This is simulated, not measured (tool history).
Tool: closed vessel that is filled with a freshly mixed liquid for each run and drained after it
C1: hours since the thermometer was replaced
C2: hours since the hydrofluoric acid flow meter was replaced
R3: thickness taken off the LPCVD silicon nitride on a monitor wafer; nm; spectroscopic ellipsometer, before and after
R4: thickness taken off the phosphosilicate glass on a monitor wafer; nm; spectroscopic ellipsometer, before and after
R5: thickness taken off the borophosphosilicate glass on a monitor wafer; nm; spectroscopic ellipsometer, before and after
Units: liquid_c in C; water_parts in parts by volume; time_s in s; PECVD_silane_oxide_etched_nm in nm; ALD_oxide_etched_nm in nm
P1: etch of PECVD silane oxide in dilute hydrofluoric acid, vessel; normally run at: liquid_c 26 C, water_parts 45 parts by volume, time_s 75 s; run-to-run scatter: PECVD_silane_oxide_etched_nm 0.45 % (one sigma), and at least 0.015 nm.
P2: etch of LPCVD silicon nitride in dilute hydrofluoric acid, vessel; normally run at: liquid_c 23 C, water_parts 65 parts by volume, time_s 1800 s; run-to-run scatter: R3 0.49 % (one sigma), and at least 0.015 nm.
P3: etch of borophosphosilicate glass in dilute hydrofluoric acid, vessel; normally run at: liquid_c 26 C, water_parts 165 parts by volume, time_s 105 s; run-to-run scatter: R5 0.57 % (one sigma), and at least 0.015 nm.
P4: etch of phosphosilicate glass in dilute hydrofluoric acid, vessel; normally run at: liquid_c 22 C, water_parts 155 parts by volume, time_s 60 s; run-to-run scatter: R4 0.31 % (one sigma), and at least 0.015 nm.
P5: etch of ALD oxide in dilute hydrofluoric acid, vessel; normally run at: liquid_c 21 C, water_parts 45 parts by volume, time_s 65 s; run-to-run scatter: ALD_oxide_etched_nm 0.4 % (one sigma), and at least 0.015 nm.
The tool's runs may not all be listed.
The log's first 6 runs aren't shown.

Run 7, hour 41.4: process P4, liquid_c 22 C, water_parts 25 parts by volume, time_s 60 s; C1 677.7; C2 755.2. Result: R4 266.95 nm.
Run 8, hour 47.4: process P1, liquid_c 32 C, water_parts 45 parts by volume, time_s 75 s; C1 683.7; C2 761.2. Result: PECVD_silane_oxide_etched_nm 38.521 nm.
Run 9, hour 53.8: process P3, liquid_c 26 C, water_parts 165 parts by volume, time_s 105 s; C1 690.1; C2 767.6. Result: R5 28.754 nm.
Run 10, hour 58.3: process P4, liquid_c 22 C, water_parts 155 parts by volume, time_s 60 s; C1 694.6; C2 772.1. Result: R4 36.986 nm.
Run 11, hour 64.8: process P1, liquid_c 26 C, water_parts 45 parts by volume, time_s 75 s; C1 701.1; C2 778.6. Result: PECVD_silane_oxide_etched_nm 30.447 nm.
Run 12, hour 69.4: process P1, liquid_c 26 C, water_parts 45 parts by volume, time_s 135 s; C1 705.7; C2 783.2. Result: PECVD_silane_oxide_etched_nm 54.481 nm.
Run 13, hour 74.9: process P4, liquid_c 22 C, water_parts 155 parts by volume, time_s 60 s; C1 711.2; C2 788.7. Result: R4 36.903 nm.
Run 14, hour 79.4: process P1, liquid_c 26 C, water_parts 45 parts by volume, time_s 75 s; C1 715.7; C2 793.2. Result: PECVD_silane_oxide_etched_nm 30.369 nm.
Run 15, hour 84.5: process P4, liquid_c 22 C, water_parts 155 parts by volume, time_s 30 s; C1 720.8; C2 798.3. Result: R4 18.442 nm.
Run 16, hour 90.2: process P1, liquid_c 26 C, water_parts 45 parts by volume, time_s 30 s; C1 726.5; C2 804. Result: PECVD_silane_oxide_etched_nm 12.037 nm.
Run 17, hour 95.9: process P3, liquid_c 26 C, water_parts 165 parts by volume, time_s 30 s; C1 732.2; C2 809.7. Result: R5 8.1964 nm.
Run 18, hour 100.6: process P2, liquid_c 17 C, water_parts 65 parts by volume, time_s 1800 s; C1 736.9; C2 814.4. Result: R3 8.6958 nm.
Run 19, hour 106.3: process P1, liquid_c 26 C, water_parts 45 parts by volume, time_s 75 s; C1 742.6; C2 820.1. Result: PECVD_silane_oxide_etched_nm 30.193 nm.
Run 20, hour 112.4: process P3, liquid_c 18.5 C, water_parts 165 parts by volume, time_s 105 s; C1 748.7; C2 826.2. Result: R5 21.466 nm.
Run 21, hour 117.5: process P3, liquid_c 26 C, water_parts 300 parts by volume, time_s 105 s; C1 753.8; C2 831.3. Result: R5 13.673 nm.
Run 22, hour 121.4: process P5, liquid_c 21 C, water_parts 75 parts by volume, time_s 65 s; C1 757.7; C2 835.2. Result: ALD_oxide_etched_nm 13.617 nm.
Run 23, hour 128.7: process P1, liquid_c 26 C, water_parts 45 parts by volume, time_s 75 s; C1 765; C2 842.5. Result: PECVD_silane_oxide_etched_nm 30.294 nm.
Run 24, hour 134.2: process P2, liquid_c 23 C, water_parts 65 parts by volume, time_s 1800 s; C1 770.5; C2 848. Result: R3 13.103 nm.
Run 25, hour 139.4: process P1, liquid_c 19 C, water_parts 45 parts by volume, time_s 75 s; C1 775.7; C2 853.2. Result: PECVD_silane_oxide_etched_nm 22.403 nm.

The next listed run, before its measurement:
Run 26, hour 143.3: process P1, liquid_c 26 C, water_parts 45 parts by volume, time_s 75 s; C1 779.6; C2 857.1. Result: PECVD_silane_oxide_etched_nm ?.

Run 26 gave PECVD_silane_oxide_etched_nm 30.383 nm.
